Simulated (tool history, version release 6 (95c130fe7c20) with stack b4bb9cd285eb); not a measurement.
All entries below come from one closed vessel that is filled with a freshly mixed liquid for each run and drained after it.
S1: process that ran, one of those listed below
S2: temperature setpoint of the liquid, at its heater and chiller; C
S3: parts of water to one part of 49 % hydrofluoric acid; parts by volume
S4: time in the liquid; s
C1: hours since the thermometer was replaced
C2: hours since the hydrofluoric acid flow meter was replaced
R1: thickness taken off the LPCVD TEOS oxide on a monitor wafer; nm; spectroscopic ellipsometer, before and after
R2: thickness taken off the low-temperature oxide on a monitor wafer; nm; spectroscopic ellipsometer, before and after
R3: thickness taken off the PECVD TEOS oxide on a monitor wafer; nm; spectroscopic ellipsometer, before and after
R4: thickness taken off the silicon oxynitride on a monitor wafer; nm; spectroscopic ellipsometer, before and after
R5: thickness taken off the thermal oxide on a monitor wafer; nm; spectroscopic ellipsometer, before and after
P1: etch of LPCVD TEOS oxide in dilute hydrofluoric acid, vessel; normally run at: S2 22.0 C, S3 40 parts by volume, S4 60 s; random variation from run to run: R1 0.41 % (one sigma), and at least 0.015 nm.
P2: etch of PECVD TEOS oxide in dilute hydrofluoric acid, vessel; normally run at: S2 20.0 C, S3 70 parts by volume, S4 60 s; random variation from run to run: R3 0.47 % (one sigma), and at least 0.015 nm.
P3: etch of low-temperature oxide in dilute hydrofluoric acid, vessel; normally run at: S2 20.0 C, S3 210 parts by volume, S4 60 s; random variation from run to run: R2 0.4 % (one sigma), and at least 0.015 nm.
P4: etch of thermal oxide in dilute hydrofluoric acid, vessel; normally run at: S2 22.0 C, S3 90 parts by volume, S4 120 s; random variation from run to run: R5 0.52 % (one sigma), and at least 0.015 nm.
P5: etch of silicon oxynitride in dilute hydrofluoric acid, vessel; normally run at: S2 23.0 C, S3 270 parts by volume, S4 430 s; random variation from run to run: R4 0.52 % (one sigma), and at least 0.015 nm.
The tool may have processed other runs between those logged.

Run 1, hour 7.1: S1 P1, S2 22.0 C, S3 40 parts by volume, S4 60 s; C1 1952.5; C2 130.5. Result: R1 83.565 nm.
Run 2, hour 13.1: S1 P3, S2 20.0 C, S3 365 parts by volume, S4 60 s; C1 1958.5; C2 136.5. Result: R2 3.7440 nm.
Run 3, hour 22.9: S1 P2, S2 20.0 C, S3 70 parts by volume, S4 95 s; C1 1968.3; C2 146.3. Result: R3 18.6470 nm.
Run 4, hour 32.9: S1 P2, S2 20.0 C, S3 70 parts by volume, S4 60 s; C1 1978.3; C2 156.3. Result: R3 11.7360 nm.
Run 5, hour 40.2: S1 P5, S2 23.0 C, S3 270 parts by volume, S4 155 s; C1 1985.6; C2 163.6. Result: R4 2.2523 nm.
Run 6, hour 45.4: S1 P1, S2 27.5 C, S3 20 parts by volume, S4 60 s; C1 1990.8; C2 168.8. Result: R1 215.660 nm.
Run 7, hour 55.0: S1 P3, S2 20.0 C, S3 210 parts by volume, S4 35 s; C1 2000.4; C2 178.4. Result: R2 4.3863 nm.
Run 8, hour 64.8: S1 P4, S2 22.0 C, S3 90 parts by volume, S4 120 s; C1 2010.2; C2 188.2. Result: R5 5.9251 nm.
Run 9, hour 72.5: S1 P4, S2 27.5 C, S3 90 parts by volume, S4 120 s; C1 2017.9; C2 195.9. Result: R5 7.3586 nm.
Run 10, hour 81.7: S1 P1, S2 22.0 C, S3 20 parts by volume, S4 60 s; C1 2027.1; C2 205.1. Result: R1 172.830 nm.
Run 11, hour 89.7: S1 P1, S2 28.0 C, S3 40 parts by volume, S4 60 s; C1 2035.1; C2 213.1. Result: R1 107.290 nm.
Run 12, hour 96.2: S1 P3, S2 26.0 C, S3 210 parts by volume, S4 60 s; C1 2041.6; C2 219.6. Result: R2 9.3173 nm.
Run 13, hour 106.4: S1 P3, S2 20.0 C, S3 210 parts by volume, S4 60 s; C1 2051.8; C2 229.8. Result: R2 7.4462 nm.
Run 14, hour 114.6: S1 P1, S2 22.0 C, S3 40 parts by volume, S4 60 s; C1 2060.0; C2 238.0. Result: R1 83.151 nm.
Run 15, hour 123.6: S1 P1, S2 22.0 C, S3 40 parts by volume, S4 30 s; C1 2069.0; C2 247.0. Result: R1 42.069 nm.
Run 16, hour 133.7: S1 P1, S2 22.0 C, S3 40 parts by volume, S4 60 s; C1 2079.1; C2 257.1. Result: R1 84.030 nm.
Run 17, hour 140.6: S1 P3, S2 20.0 C, S3 210 parts by volume, S4 60 s; C1 2086.0; C2 264.0. Result: R2 7.4453 nm.
Run 18, hour 145.1: S1 P5, S2 23.0 C, S3 270 parts by volume, S4 430 s; C1 2090.5; C2 268.5. Result: R4 6.2753 nm.
Run 19, hour 152.8: S1 P5, S2 17.0 C, S3 270 parts by volume, S4 430 s; C1 2098.2; C2 276.2. Result: R4 4.7347 nm.
Run 20, hour 160.5: S1 P4, S2 22.0 C, S3 20 parts by volume, S4 120 s; C1 2105.9; C2 283.9. Result: R5 29.1360 nm.
Run 21, hour 168.7: S1 P1, S2 22.0 C, S3 40 parts by volume, S4 60 s; C1 2114.1; C2 292.1. Result: R1 83.865 nm.
Run 22, hour 176.1: S1 P1, S2 17.0 C, S3 25 parts by volume, S4 60 s; C1 2121.5; C2 299.5. Result: R1 109.920 nm.
Run 23, hour 183.7: S1 P1, S2 17.0 C, S3 40 parts by volume, S4 30 s; C1 2129.1; C2 307.1. Result: R1 34.067 nm.
Run 24, hour 191.8: S1 P2, S2 26.0 C, S3 70 parts by volume, S4 60 s; C1 2137.2; C2 315.2. Result: R3 15.0320 nm.
Run 25, hour 202.0: S1 P2, S2 20.0 C, S3 130 parts by volume, S4 60 s; C1 2147.4; C2 325.4. Result: R3 5.8841 nm.
Run 26, hour 208.0: S1 P1, S2 22.0 C, S3 40 parts by volume, S4 100 s; C1 2153.4; C2 331.4. Result: R1 139.410 nm.
Run 27, hour 214.9: S1 P5, S2 23.0 C, S3 390 parts by volume, S4 430 s; C1 2160.3; C2 338.3. Result: R4 4.0546 nm.
Run 28, hour 220.4: S1 P4, S2 22.0 C, S3 90 parts by volume, S4 55 s; C1 2165.8; C2 343.8. Result: R5 2.6904 nm.
Run 29, hour 227.4: S1 P1, S2 22.0 C, S3 60 parts by volume, S4 60 s; C1 2172.8; C2 350.8. Result: R1 54.436 nm.
Run 30, hour 237.1: S1 P1, S2 17.0 C, S3 40 parts by volume, S4 60 s; C1 2182.5; C2 360.5. Result: R1 68.019 nm.
Run 31, hour 242.7: S1 P1, S2 22.0 C, S3 40 parts by volume, S4 60 s; C1 2188.1; C2 366.1. Result: R1 84.206 nm.
Run 32, hour 251.5: S1 P1, S2 22.0 C, S3 40 parts by volume, S4 60 s; C1 2196.9; C2 374.9. Result: R1 83.319 nm.
Run 33, hour 257.7: S1 P1, S2 22.0 C, S3 40 parts by volume, S4 60 s; C1 2203.1; C2 381.1. Result: R1 81.467 nm.
Run 34, hour 267.9: S1 P1, S2 22.0 C, S3 40 parts by volume, S4 60 s; C1 2213.3; C2 391.3. Result: R1 79.118 nm.
Run 35, hour 276.6: S1 P1, S2 22.0 C, S3 40 parts by volume, S4 60 s; C1 2222.0; C2 400.0. Result: R1 77.649 nm.
Run 36, hour 283.5: S1 P1, S2 22.0 C, S3 40 parts by volume, S4 60 s; C1 2228.9; C2 406.9. Result: R1 76.934 nm.
Run 37, hour 290.0: S1 P1, S2 22.0 C, S3 40 parts by volume, S4 60 s; C1 2235.4; C2 413.4. Result: R1 77.152 nm.
Run 38, hour 299.9: S1 P1, S2 22.0 C, S3 40 parts by volume, S4 60 s; C1 2245.3; C2 423.3. Result: R1 76.871 nm.
Run 39, hour 309.7: S1 P1, S2 22.0 C, S3 40 parts by volume, S4 60 s; C1 2255.1; C2 433.1. Result: R1 76.312 nm.

What P1 gives has crept away from where it was. These 2 causes fit the log equally well, each at the size given:
A: hydrofluoric acid flow below the setpoint (%) = 8.27
B: liquid colder than its thermometer reads (K) = 2.14
The process output started creeping at around hour 251.5.

Each of the 4 check runs below uses one wafer; its results are left as question marks. Which run tells the causes apart?
Run check 1, hour 319.5: S1 P5, S2 17.5 C, S3 270 parts by volume, S4 430 s. Result: R4 ?.
Run check 2, hour 319.5: S1 P3, S2 24.5 C, S3 360 parts by volume, S4 60 s. Result: R2 ?.
Run check 3, hour 319.5: S1 P4, S2 22.0 C, S3 35 parts by volume, S4 120 s. Result: R5 ?.
Run check 4, hour 319.5: S1 P2, S2 24.0 C, S3 95 parts by volume, S4 60 s. Result: R3 ?.

What every check run would give for each of its results, assuming each possible cause in turn:
  check  result     if A     if B
check 1      R4   4.4378   4.4374
check 2      R2   3.9290   4.1051
check 3      R5  14.9320  14.9210
check 4      R3   8.9672   9.0654
Per check, the gap between the least separated pair of causes, taken in the result that splits them most: check 1 0.01 %; check 2 4.39 %; check 3 0.08 %; check 4 1.09 %
Check 2 distinguishes between the causes, while the remaining checks would return nearly the same result for all of them.

Here is what check 2 returned: R2 3.9391 nm. Which cause is it?

It was cause A: hydrofluoric acid flow below the setpoint (%).

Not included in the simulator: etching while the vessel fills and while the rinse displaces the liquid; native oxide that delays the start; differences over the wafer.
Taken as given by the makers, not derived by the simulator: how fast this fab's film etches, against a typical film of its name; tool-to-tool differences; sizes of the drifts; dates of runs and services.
